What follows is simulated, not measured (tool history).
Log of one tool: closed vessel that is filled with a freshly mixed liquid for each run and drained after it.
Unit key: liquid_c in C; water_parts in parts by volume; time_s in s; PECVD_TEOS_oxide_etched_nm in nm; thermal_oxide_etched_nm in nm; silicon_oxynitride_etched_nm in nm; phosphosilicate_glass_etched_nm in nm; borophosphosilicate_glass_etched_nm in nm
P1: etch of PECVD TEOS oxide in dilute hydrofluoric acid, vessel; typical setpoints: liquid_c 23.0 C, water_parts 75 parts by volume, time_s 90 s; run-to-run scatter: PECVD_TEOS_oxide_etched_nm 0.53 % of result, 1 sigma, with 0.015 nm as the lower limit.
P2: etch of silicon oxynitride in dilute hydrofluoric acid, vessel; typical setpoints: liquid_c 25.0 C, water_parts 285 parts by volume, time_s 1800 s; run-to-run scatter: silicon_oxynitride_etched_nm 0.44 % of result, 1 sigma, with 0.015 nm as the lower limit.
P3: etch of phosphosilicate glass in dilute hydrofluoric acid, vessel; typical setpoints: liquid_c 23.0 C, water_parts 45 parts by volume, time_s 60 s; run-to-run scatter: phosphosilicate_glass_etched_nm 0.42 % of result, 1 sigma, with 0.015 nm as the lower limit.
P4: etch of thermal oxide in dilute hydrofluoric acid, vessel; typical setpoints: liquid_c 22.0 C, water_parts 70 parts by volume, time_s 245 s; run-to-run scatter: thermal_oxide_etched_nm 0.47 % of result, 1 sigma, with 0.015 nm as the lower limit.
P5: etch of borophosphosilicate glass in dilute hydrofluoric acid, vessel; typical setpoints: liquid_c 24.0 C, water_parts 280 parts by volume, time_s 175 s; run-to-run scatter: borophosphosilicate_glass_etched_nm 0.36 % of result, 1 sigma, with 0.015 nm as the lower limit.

run	day	process	liquid_c	water_parts	time_s	PECVD_TEOS_oxide_etched_nm	thermal_oxide_etched_nm	silicon_oxynitride_etched_nm	phosphosilicate_glass_etched_nm	borophosphosilicate_glass_etched_nm
1	0.412	P1	23.0	75	90	16.7780				
2	0.733	P1	23.0	75	175	32.3080				
3	1.192	P4	30.0	70	245		21.9910			
4	1.571	P2	25.0	285	1800			19.93200		
5	2.079	P3	23.0	45	30				44.050	
6	2.358	P1	23.0	75	90	16.7100				
7	2.838	P4	22.0	70	100		6.5150			
8	3.329	P1	27.5	75	90	19.8110				
9	3.812	P2	25.0	100	1800			65.44300		
10	4.346	P1	23.0	75	90	16.6840				
11	4.592	P5	18.0	280	175					16.1640
12	5.108	P5	24.0	280	30					3.4503
13	5.379	P1	23.0	105	90	11.5130				
14	5.662	P1	23.0	25	90	52.7960				
15	5.996	P1	23.0	45	30	9.5737				
16	6.242	P3	23.0	70	60				54.790	
17	6.550	P4	22.0	70	245		16.0240			
18	7.008	P1	23.0	75	90	16.6920				
19	7.383	P1	17.0	75	90	12.9280				
20	7.700	P4	22.0	70	245		16.0700			
21	8.171	P5	24.0	280	175					20.0970
22	8.650	P2	25.0	285	30			0.35676		
23	9.133	P1	23.0	75	90	16.6340				
24	9.525	P3	23.0	45	60				87.350	
25	10.050	P4	22.0	110	245		9.7223			
26	10.338	P1	17.0	75	35	5.0134				
27	10.721	P1	23.0	75	30	5.5335				
28	11.158	P5	24.0	485	175					9.6775
29	11.467	P2	29.0	285	1800			23.36100		
30	11.996	P3	17.0	45	60				67.828	
31	12.412	P1	23.0	75	90	16.4620				
32	12.729	P1	23.0	75	90	16.5960				
33	13.092	P1	23.0	75	90	16.2940				
34	13.512	P1	23.0	75	90	16.1490				
35	13.879	P1	23.0	75	90	15.8180				
36	14.225	P1	23.0	75	90	15.6800				
37	14.579	P1	23.0	75	90	15.7580				
38	15.029	P1	23.0	75	90	15.6670				
39	15.408	P1	23.0	75	90	15.6770				
40	15.950	P1	23.0	75	90	15.6740				
41	16.362	P1	23.0	75	90	15.7590				
42	16.638	P1	23.0	75	90	15.5390				
43	17.033	P1	23.0	75	90	15.5390				

What P1 gives has crept away from where it was. These 2 causes fit the log equally well, each at the size given:
A: hydrofluoric acid flow below the setpoint (%) = 5.64
B: liquid colder than its thermometer reads (K) = 1.56
The gradual shift began around day 12.729.

Each of the 4 check runs below uses one wafer; its results are left as question marks. Which run tells the causes apart?
check 1	17.429	P2	25.0	285	85			?		
check 2	17.429	P4	28.0	70	245		?			
check 3	17.429	P3	17.0	45	30				?	
check 4	17.429	P5	24.0	465	175					?

What every check run would give for each of its results, assuming each possible cause in turn:
check	result	if A	if B
check 1	silicon_oxynitride_etched_nm	0.87899	0.88220
check 2	thermal_oxide_etched_nm	19.1420	19.1880
check 3	phosphosilicate_glass_etched_nm	31.944	31.708
check 4	borophosphosilicate_glass_etched_nm	9.4499	9.7512
Per check, the gap between the least separated pair of causes, taken in the result that splits them most: check 1 0.36 %; check 2 0.24 %; check 3 0.74 %; check 4 3.14 %
Only check 4 tells the causes apart: in the others they would give nearly the same result.

Check 4 was then run and gave: borophosphosilicate_glass_etched_nm 9.4489 nm. Which cause is it?

It was cause A: hydrofluoric acid flow below the setpoint (%).
